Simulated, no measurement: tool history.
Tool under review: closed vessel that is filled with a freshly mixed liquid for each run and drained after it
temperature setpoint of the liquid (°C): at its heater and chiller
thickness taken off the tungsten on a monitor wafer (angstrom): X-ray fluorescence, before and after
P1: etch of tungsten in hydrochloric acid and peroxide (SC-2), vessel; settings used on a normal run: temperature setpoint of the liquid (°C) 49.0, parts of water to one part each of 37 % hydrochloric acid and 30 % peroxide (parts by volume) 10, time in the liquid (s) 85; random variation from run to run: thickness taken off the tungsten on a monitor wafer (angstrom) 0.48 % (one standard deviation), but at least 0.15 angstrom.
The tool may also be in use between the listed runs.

run,day,temperature setpoint of the liquid (°C),parts of water to one part each of 37 % hydrochloric acid and 30 % peroxide (parts by volume),time in the liquid (s),thickness taken off the tungsten on a monitor wafer (angstrom)
1,0.154,49.0,10,85,259.110
2,0.442,49.0,10,85,258.240
3,0.612,39.5,10,85,135.590
4,0.850,49.0,10,85,260.120
5,1.050,49.0,10,85,260.060
6,1.204,49.0,10,30,91.856
7,1.417,49.0,4,85,525.390
8,1.746,49.0,10,135,414.040
9,2.025,49.0,18,85,157.200
10,2.225,49.0,10,85,259.610
11,2.567,63.5,10,85,665.510
12,2.908,49.0,16,145,298.150
13,3.062,49.0,10,85,261.350
14,3.379,49.0,10,85,270.040
15,3.658,49.0,10,85,273.820
16,3.983,49.0,10,85,278.490
17,4.308,49.0,10,85,279.470
18,4.658,49.0,10,85,277.680
19,4.817,49.0,10,85,280.550
20,4.992,49.0,10,85,280.370
21,5.146,49.0,10,85,280.800
22,5.338,49.0,10,85,279.900

What P1 gives has crept off from where it sat before. The 2 causes that follow fit the log equally well, each at the size noted:
A: liquid hotter than its thermometer reads (K) = 1.14
B: chemicals flow above the setpoint (%) = 9.64
The onset of the drift is placed at about day 3.062.
The rest of the possible causes, and what rules out each one:
peroxide weaker than its label (%): capped at 8; at that size thickness taken off the tungsten on a monitor wafer (angstrom) would change by -7.4 %, too little to explain the creep or opposite to it

Consider the 4 check runs below, whose results appear as question marks and each of which averages 3 wafers. Which one distinguishes the causes, in that each cause would give it a clearly different result?
check 1,5.529,58.5,10.0,85,?
check 2,5.529,40.0,10.0,85,?
check 3,5.529,40.0,4.0,85,?
check 4,5.529,49.0,16.5,45,?

Predicted outcomes, by check and by cause:
check,result,if A,if B
check 1,thickness taken off the tungsten on a monitor wafer (angstrom),520.420,522.590
check 2,thickness taken off the tungsten on a monitor wafer (angstrom),151.880,151.190
check 3,thickness taken off the tungsten on a monitor wafer (angstrom),303.760,297.690
check 4,thickness taken off the tungsten on a monitor wafer (angstrom),96.639,97.169
Minimum pairwise separation of causes per check, each pair taken at its best-separating result: check 1 0.42 %; check 2 0.46 %; check 3 2.02 %; check 4 0.55 %
The causes can be told apart only by check 3. The other checks would give nearly the same results under each of them.

After running check 3, the following was obtained: thickness taken off the tungsten on a monitor wafer (angstrom) 303.600. Which cause does this point to?

Of the candidate causes, it is A: liquid hotter than its thermometer reads (K).

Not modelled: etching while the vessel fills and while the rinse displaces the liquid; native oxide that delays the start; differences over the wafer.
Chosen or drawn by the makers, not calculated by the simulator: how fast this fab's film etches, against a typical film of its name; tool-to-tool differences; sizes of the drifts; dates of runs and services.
